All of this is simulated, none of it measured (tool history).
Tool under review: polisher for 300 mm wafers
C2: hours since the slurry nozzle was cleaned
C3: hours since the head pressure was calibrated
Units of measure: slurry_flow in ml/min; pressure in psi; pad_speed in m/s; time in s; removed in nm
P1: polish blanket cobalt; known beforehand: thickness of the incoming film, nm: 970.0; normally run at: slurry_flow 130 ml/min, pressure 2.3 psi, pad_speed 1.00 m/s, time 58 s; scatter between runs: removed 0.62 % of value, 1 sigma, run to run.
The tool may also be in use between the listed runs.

{"run": 1, "hour": 8.6, "slurry_flow": 130, "pressure": 2.3, "pad_speed": 1.0, "time": 58, "wafers polished on this pad": 485, "C2": 295.5, "C3": 161.2, "removed": 323.23}
{"run": 2, "hour": 14.5, "slurry_flow": 130, "pressure": 2.3, "pad_speed": 1.0, "time": 58, "wafers polished on this pad": 568, "C2": 301.4, "C3": 167.1, "removed": 326.21}
{"run": 3, "hour": 22.9, "slurry_flow": 130, "pressure": 2.3, "pad_speed": 1.0, "time": 58, "wafers polished on this pad": 687, "C2": 309.8, "C3": 175.5, "removed": 317.21}
{"run": 4, "hour": 28.4, "slurry_flow": 130, "pressure": 1.2, "pad_speed": 1.0, "time": 58, "wafers polished on this pad": 764, "C2": 315.3, "C3": 181.0, "removed": 168.24}
{"run": 5, "hour": 34.6, "slurry_flow": 130, "pressure": 1.7, "pad_speed": 1.32, "time": 58, "wafers polished on this pad": 852, "C2": 321.5, "C3": 187.2, "removed": 314.31}
{"run": 6, "hour": 43.2, "slurry_flow": 130, "pressure": 2.3, "pad_speed": 1.0, "time": 27, "wafers polished on this pad": 973, "C2": 330.1, "C3": 195.8, "removed": 149.61}
{"run": 7, "hour": 51.6, "slurry_flow": 80, "pressure": 2.3, "pad_speed": 1.0, "time": 58, "wafers polished on this pad": 1092, "C2": 338.5, "C3": 204.2, "removed": 287.5}
{"run": 8, "hour": 56.6, "slurry_flow": 130, "pressure": 2.3, "pad_speed": 0.48, "time": 58, "wafers polished on this pad": 1163, "C2": 343.5, "C3": 209.2, "removed": 152.67}
{"run": 9, "hour": 60.8, "slurry_flow": 130, "pressure": 2.3, "pad_speed": 1.0, "time": 58, "wafers polished on this pad": 1222, "C2": 347.7, "C3": 213.4, "removed": 321.39}
{"run": 10, "hour": 66.6, "slurry_flow": 130, "pressure": 2.3, "pad_speed": 1.0, "time": 58, "wafers polished on this pad": 1304, "C2": 353.5, "C3": 219.2, "removed": 319.94}
{"hour": 70.7, "done": "worn pad replaced by a new one"}
{"run": 11, "hour": 72.3, "slurry_flow": 195, "pressure": 2.3, "pad_speed": 1.0, "time": 58, "wafers polished on this pad": 22, "C2": 359.2, "C3": 224.9, "removed": 342.67}
{"run": 12, "hour": 78.9, "slurry_flow": 130, "pressure": 2.3, "pad_speed": 1.26, "time": 58, "wafers polished on this pad": 115, "C2": 365.8, "C3": 231.5, "removed": 398.82}

Estimate the outcome of run 13 from the log above:
{"run": 13, "hour": 83.9, "slurry_flow": 130, "pressure": 3.3, "pad_speed": 1.0, "time": 58, "wafers polished on this pad": 186, "C2": 370.8, "C3": 236.5, "removed": "?"}

removed: 461.63 nm
